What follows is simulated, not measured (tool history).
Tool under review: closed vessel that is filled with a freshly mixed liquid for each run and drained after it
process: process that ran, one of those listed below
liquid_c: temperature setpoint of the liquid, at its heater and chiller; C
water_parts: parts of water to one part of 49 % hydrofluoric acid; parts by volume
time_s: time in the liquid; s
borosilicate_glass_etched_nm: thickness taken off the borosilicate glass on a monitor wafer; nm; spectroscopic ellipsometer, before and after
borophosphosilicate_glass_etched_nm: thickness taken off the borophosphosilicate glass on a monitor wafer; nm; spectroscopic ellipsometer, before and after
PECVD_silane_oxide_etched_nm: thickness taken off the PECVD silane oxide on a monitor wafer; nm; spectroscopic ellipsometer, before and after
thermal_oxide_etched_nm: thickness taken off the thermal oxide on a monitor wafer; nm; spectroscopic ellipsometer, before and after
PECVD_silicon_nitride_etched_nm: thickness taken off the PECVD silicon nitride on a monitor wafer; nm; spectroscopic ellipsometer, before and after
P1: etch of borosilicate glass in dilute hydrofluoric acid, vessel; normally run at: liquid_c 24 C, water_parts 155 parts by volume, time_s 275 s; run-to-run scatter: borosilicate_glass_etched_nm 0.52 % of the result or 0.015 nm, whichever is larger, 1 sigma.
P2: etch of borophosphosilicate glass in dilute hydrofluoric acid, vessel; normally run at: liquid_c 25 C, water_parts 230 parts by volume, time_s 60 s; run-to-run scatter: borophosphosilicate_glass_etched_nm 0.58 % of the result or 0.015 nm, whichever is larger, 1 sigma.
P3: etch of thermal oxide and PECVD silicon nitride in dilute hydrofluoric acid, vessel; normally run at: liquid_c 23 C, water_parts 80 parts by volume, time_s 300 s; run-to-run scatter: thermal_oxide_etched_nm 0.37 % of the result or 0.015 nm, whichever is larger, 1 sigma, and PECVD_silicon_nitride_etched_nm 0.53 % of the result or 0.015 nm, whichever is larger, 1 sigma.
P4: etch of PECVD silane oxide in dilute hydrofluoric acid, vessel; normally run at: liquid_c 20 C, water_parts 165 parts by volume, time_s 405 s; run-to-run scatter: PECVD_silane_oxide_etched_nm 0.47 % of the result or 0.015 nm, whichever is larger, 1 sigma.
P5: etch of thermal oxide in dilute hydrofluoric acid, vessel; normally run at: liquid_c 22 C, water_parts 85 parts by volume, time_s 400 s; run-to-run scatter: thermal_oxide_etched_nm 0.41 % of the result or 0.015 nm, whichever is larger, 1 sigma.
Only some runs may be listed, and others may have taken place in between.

run,hour,process,liquid_c,water_parts,time_s,borosilicate_glass_etched_nm,borophosphosilicate_glass_etched_nm,PECVD_silane_oxide_etched_nm,thermal_oxide_etched_nm,PECVD_silicon_nitride_etched_nm
1,6.7,P1,24,155,275,39.0600,,,,
2,11.9,P2,25,230,60,,6.0722,,,
3,18.3,P4,20,165,405,,,29.439,,
4,26.0,P1,31,155,275,50.1920,,,,
5,33.8,P4,17,165,405,,,26.301,,
6,39.5,P1,24,250,410,32.6000,,,,
7,43.6,P5,22,40,400,,,,47.285,
8,47.6,P5,22,85,765,,,,40.677,
9,55.6,P5,27,85,400,,,,25.738,
10,61.3,P1,24,155,275,39.2780,,,,
11,67.4,P1,24,280,275,18.9030,,,,
12,74.3,P1,24,265,60,4.4361,,,,
13,79.7,P1,17,155,275,29.5510,,,,
14,85.4,P3,23,80,300,,,,17.658,14.1690
15,90.1,P4,20,70,405,,,76.800,,
16,95.0,P5,22,85,400,,,,21.103,
17,99.3,P3,17,80,300,,,,13.894,9.3522
18,104.7,P1,24,155,275,39.1370,,,,
19,110.4,P1,24,155,275,39.0210,,,,
20,116.3,P1,24,155,275,39.1020,,,,
21,122.8,P2,25,55,60,,30.9560,,,
22,127.5,P4,20,165,800,,,58.010,,
23,133.7,P1,24,265,35,2.5990,,,,
24,137.6,P1,24,75,275,87.9300,,,,
25,144.8,P1,24,155,50,7.1397,,,,
# hour 146.3: thermometer replaced
26,149.0,P1,24,155,440,62.6070,,,,
27,154.7,P3,23,80,300,,,,17.794,14.0570
28,158.7,P2,33,230,60,,8.0016,,,
29,166.2,P2,25,230,90,,9.0955,,,
30,169.7,P3,23,80,505,,,,29.733,23.7010
31,174.8,P3,23,140,300,,,,9.442,8.1315
32,181.6,P1,24,155,275,39.0700,,,,
33,187.3,P1,24,155,275,39.4060,,,,
34,194.0,P1,24,155,275,40.1000,,,,
35,197.8,P1,24,155,275,40.6840,,,,
36,204.9,P1,24,155,275,40.8590,,,,
37,209.3,P1,24,155,275,40.6670,,,,
38,217.3,P1,24,155,275,41.0950,,,,
39,220.9,P1,24,155,275,40.8430,,,,
40,227.2,P1,24,155,275,41.1610,,,,
41,234.2,P1,24,155,275,40.9380,,,,
42,240.4,P1,24,155,275,40.9610,,,,

What P1 gives has crept away from where it was. These 2 causes fit the log equally well, each at the size given:
A: liquid hotter than its thermometer reads (K) = 1.47
B: hydrofluoric acid flow above the setpoint (%) = 4.85
The drift started at roughly hour 181.6.

The check runs listed below each take one wafer, and their results are still question marks. Under which run would the listed causes lead to clearly different results?
check 1,246.6,P5,25,60,400,,,,?,
check 2,246.6,P3,23,135,300,,,,?,?
check 3,246.6,P4,20,165,715,,,?,,
check 4,246.6,P2,32,115,60,,?,,,

Predicted outcomes, by check and by cause:
check,result,if A,if B
check 1,thermal_oxide_etched_nm,36.959,36.664
check 2,thermal_oxide_etched_nm,10.401,10.375
check 2,PECVD_silicon_nitride_etched_nm,9.2259,8.7846
check 3,PECVD_silane_oxide_etched_nm,55.141,55.012
check 4,borophosphosilicate_glass_etched_nm,18.9680,19.0080
Per-check spread between the two closest causes, in the result where they differ most: check 1 0.8 %; check 2 4.9 %; check 3 0.24 %; check 4 0.21 %
Only in check 2 would the causes give clearly different results; in the remaining checks their results would be nearly the same.

Running check 2 produced the following: thermal_oxide_etched_nm 10.416 nm; PECVD_silicon_nitride_etched_nm 9.1806 nm. Which one of the listed causes fits?

It was cause A: liquid hotter than its thermometer reads (K).
